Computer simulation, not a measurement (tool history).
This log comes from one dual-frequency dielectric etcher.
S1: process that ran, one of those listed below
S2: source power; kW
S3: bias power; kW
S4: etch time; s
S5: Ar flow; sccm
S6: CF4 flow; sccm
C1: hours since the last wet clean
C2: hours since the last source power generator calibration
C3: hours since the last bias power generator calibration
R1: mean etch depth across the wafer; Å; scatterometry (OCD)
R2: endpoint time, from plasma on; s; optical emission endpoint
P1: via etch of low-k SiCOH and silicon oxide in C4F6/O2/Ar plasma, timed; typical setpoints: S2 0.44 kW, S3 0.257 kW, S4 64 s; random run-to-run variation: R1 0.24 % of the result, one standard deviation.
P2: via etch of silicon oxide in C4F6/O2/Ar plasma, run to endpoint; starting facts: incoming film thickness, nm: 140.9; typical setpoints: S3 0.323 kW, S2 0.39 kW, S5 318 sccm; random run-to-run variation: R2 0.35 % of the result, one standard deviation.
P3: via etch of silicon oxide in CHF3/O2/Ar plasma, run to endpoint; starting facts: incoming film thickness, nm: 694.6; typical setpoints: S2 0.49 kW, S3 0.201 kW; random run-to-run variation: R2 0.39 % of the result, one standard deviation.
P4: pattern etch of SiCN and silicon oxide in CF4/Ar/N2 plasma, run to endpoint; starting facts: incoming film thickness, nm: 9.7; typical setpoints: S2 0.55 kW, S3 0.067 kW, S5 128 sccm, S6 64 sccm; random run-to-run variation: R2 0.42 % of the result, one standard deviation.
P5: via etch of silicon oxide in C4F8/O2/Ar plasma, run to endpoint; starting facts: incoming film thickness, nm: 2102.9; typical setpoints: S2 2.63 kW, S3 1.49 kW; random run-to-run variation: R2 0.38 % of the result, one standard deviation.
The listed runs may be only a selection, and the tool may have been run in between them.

{"run": 1, "day": 0.404, "S1": "P1", "S2": 0.44, "S3": 0.257, "S4": 64, "C1": 357.6, "C2": 1265.2, "C3": 375.6, "R1": 1926.4}
{"run": 2, "day": 0.625, "S1": "P1", "S2": 0.44, "S3": 0.357, "S4": 64, "C1": 362.9, "C2": 1270.5, "C3": 380.9, "R1": 2152.9}
{"run": 3, "day": 1.012, "S1": "P2", "S2": 0.39, "S3": 0.323, "S5": 318, "C1": 372.2, "C2": 1279.8, "C3": 390.2, "R2": 36.208}
{"run": 4, "day": 1.325, "S1": "P4", "S2": 0.55, "S3": 0.067, "S5": 128, "S6": 64, "C1": 379.7, "C2": 1287.3, "C3": 397.7, "R2": 10.472}
{"run": 5, "day": 1.588, "S1": "P5", "S2": 2.63, "S3": 1.49, "C1": 386, "C2": 1293.6, "C3": 404, "R2": 414.15}
{"run": 6, "day": 1.879, "S1": "P1", "S2": 0.44, "S3": 0.257, "S4": 64, "C1": 393, "C2": 1300.6, "C3": 411, "R1": 1932.1}
{"run": 7, "day": 2.242, "S1": "P2", "S2": 0.39, "S3": 0.323, "S5": 444, "C1": 401.7, "C2": 1309.3, "C3": 419.7, "R2": 37.554}
{"run": 8, "day": 2.475, "S1": "P1", "S2": 0.52, "S3": 0.257, "S4": 50, "C1": 407.3, "C2": 1314.9, "C3": 425.3, "R1": 1597.9}
{"run": 9, "day": 2.796, "S1": "P5", "S2": 3.46, "S3": 1.49, "C1": 415, "C2": 1322.6, "C3": 433, "R2": 369.14}
{"run": 10, "day": 3.079, "S1": "P4", "S2": 0.43, "S3": 0.067, "S5": 128, "S6": 64, "C1": 421.8, "C2": 1329.4, "C3": 439.8, "R2": 13.177}
{"run": 11, "day": 3.279, "S1": "P3", "S2": 0.49, "S3": 0.163, "C1": 426.6, "C2": 1334.2, "C3": 444.6, "R2": 380.9}
{"run": 12, "day": 3.492, "S1": "P1", "S2": 0.34, "S3": 0.311, "S4": 64, "C1": 431.7, "C2": 1339.3, "C3": 449.7, "R1": 1868.7}
{"run": 13, "day": 3.746, "S1": "P1", "S2": 0.44, "S3": 0.257, "S4": 64, "C1": 437.8, "C2": 1345.4, "C3": 455.8, "R1": 1926}
{"run": 14, "day": 4.146, "S1": "P4", "S2": 0.55, "S3": 0.067, "S5": 86, "S6": 64, "C1": 447.4, "C2": 1355, "C3": 465.4, "R2": 9.9112}
{"run": 15, "day": 4.492, "S1": "P2", "S2": 0.39, "S3": 0.198, "S5": 318, "C1": 455.7, "C2": 1363.3, "C3": 473.7, "R2": 42.935}
{"run": 16, "day": 4.862, "S1": "P3", "S2": 0.49, "S3": 0.201, "C1": 464.6, "C2": 1372.2, "C3": 482.6, "R2": 354.73}
{"run": 17, "day": 5.096, "S1": "P5", "S2": 2.63, "S3": 1.49, "C1": 470.2, "C2": 1377.8, "C3": 488.2, "R2": 413.91}
{"run": 18, "day": 5.483, "S1": "P1", "S2": 0.44, "S3": 0.257, "S4": 41, "C1": 479.5, "C2": 1387.1, "C3": 497.5, "R1": 1232.8}
{"run": 19, "day": 5.796, "S1": "P1", "S2": 0.44, "S3": 0.257, "S4": 64, "C1": 487, "C2": 1394.6, "C3": 505, "R1": 1926.4}
{"run": 20, "day": 6.183, "S1": "P1", "S2": 0.44, "S3": 0.257, "S4": 93, "C1": 496.3, "C2": 1403.9, "C3": 514.3, "R1": 2785.2}
{"run": 21, "day": 6.454, "S1": "P1", "S2": 0.29, "S3": 0.257, "S4": 64, "C1": 502.8, "C2": 1410.4, "C3": 520.8, "R1": 1650.7}
{"run": 22, "day": 6.871, "S1": "P1", "S2": 0.44, "S3": 0.185, "S4": 64, "C1": 512.8, "C2": 1420.4, "C3": 530.8, "R1": 1731.2}
{"run": 23, "day": 7.229, "S1": "P4", "S2": 0.55, "S3": 0.067, "S5": 128, "S6": 89, "C1": 521.4, "C2": 1429, "C3": 539.4, "R2": 9.9359}
{"run": 24, "day": 7.683, "S1": "P2", "S2": 0.39, "S3": 0.323, "S5": 318, "C1": 532.3, "C2": 1439.9, "C3": 550.3, "R2": 36.137}
{"run": 25, "day": 7.921, "S1": "P1", "S2": 0.62, "S3": 0.257, "S4": 64, "C1": 538, "C2": 1445.6, "C3": 556, "R1": 2196.7}
{"run": 26, "day": 8.383, "S1": "P1", "S2": 0.44, "S3": 0.355, "S4": 39, "C1": 549.1, "C2": 1456.7, "C3": 567.1, "R1": 1311.4}
{"run": 27, "day": 8.638, "S1": "P2", "S2": 0.5, "S3": 0.323, "S5": 318, "C1": 555.2, "C2": 1462.8, "C3": 573.2, "R2": 33.012}
{"run": 28, "day": 9.079, "S1": "P1", "S2": 0.44, "S3": 0.257, "S4": 64, "C1": 565.8, "C2": 1473.4, "C3": 583.8, "R1": 1923}
{"run": 29, "day": 9.283, "S1": "P1", "S2": 0.44, "S3": 0.257, "S4": 64, "C1": 570.7, "C2": 1478.3, "C3": 588.7, "R1": 1924.6}
{"run": 30, "day": 9.596, "S1": "P5", "S2": 2.63, "S3": 1.975, "C1": 578.2, "C2": 1485.8, "C3": 596.2, "R2": 380.97}
{"run": 31, "day": 9.829, "S1": "P3", "S2": 0.4, "S3": 0.201, "C1": 583.8, "C2": 1491.4, "C3": 601.8, "R2": 384.41}
{"run": 32, "day": 10.292, "S1": "P4", "S2": 0.55, "S3": 0.05, "S5": 128, "S6": 64, "C1": 594.9, "C2": 1502.5, "C3": 612.9, "R2": 11.598}
{"run": 33, "day": 10.592, "S1": "P1", "S2": 0.44, "S3": 0.257, "S4": 64, "C1": 602.1, "C2": 1509.7, "C3": 620.1, "R1": 1923.5}
{"run": 34, "day": 10.988, "S1": "P1", "S2": 0.44, "S3": 0.257, "S4": 64, "C1": 611.6, "C2": 1519.2, "C3": 629.6, "R1": 1942.7}
{"run": 35, "day": 11.35, "S1": "P1", "S2": 0.44, "S3": 0.257, "S4": 64, "C1": 620.3, "C2": 1527.9, "C3": 638.3, "R1": 1951.5}
{"day": 11.679, "done": "wet clean of the chamber"}
{"run": 36, "day": 11.812, "S1": "P1", "S2": 0.44, "S3": 0.257, "S4": 64, "C1": 3.2, "C2": 1539, "C3": 649.4, "R1": 1951.3}
{"run": 37, "day": 12.279, "S1": "P1", "S2": 0.44, "S3": 0.257, "S4": 64, "C1": 14.4, "C2": 1550.2, "C3": 660.6, "R1": 1954}
{"run": 38, "day": 12.483, "S1": "P1", "S2": 0.44, "S3": 0.257, "S4": 64, "C1": 19.3, "C2": 1555.1, "C3": 665.5, "R1": 1945.6}
{"run": 39, "day": 12.946, "S1": "P1", "S2": 0.44, "S3": 0.257, "S4": 64, "C1": 30.4, "C2": 1566.2, "C3": 676.6, "R1": 1949.1}

P1 has crept away from where it was. The log is fitted equally well by each of these 2 causes, at the sizes shown:
A: source power that arrives over what is set, % = 3.89
B: bias power that arrives over what is set, % = 4.41
Onset of the creep was near day 10.592.
Other possible causes, and why each is ruled out:
chamber walls in a state that raises the etch rate, %: work on it at day 11.679, done after the drift set in, did not restore what the process gave before

Each of the check runs listed below is run on 3 wafers and reports their average, with the results left as question marks. Pick the one under which the possible causes would lead to clearly different results.
{"run": "check 1", "day": 13.408, "S1": "P5", "S2": 3.02, "S3": 1.958, "R2": "?"}
{"run": "check 2", "day": 13.408, "S1": "P4", "S2": 0.55, "S3": 0.067, "S5": 87, "S6": 88, "R2": "?"}
{"run": "check 3", "day": 13.408, "S1": "P3", "S2": 0.41, "S3": 0.201, "R2": "?"}
{"run": "check 4", "day": 13.408, "S1": "P2", "S2": 0.39, "S3": 0.228, "S5": 432, "R2": "?"}

Outcome of each check run for each possible cause:
check=check_1 result=R2 if_A=357.07 if_B=358.3
check=check_2 result=R2 if_A=9.1278 if_B=9.3179
check=check_3 result=R2 if_A=374.66 if_B=374.34
check=check_4 result=R2 if_A=41.555 if_B=41.574
Smallest distance between any two causes, each pair judged by its most separating result, in per cent: check 1 0.35 %; check 2 2.06 %; check 3 0.09 %; check 4 0.04 %
Check 2 tells the causes apart: in the others they would give nearly the same result.

The results of check 2 are: R2 9.3489 s. Based on these, which of the listed causes is it?

Of the candidate causes, it is B: bias power that arrives over what is set, %.

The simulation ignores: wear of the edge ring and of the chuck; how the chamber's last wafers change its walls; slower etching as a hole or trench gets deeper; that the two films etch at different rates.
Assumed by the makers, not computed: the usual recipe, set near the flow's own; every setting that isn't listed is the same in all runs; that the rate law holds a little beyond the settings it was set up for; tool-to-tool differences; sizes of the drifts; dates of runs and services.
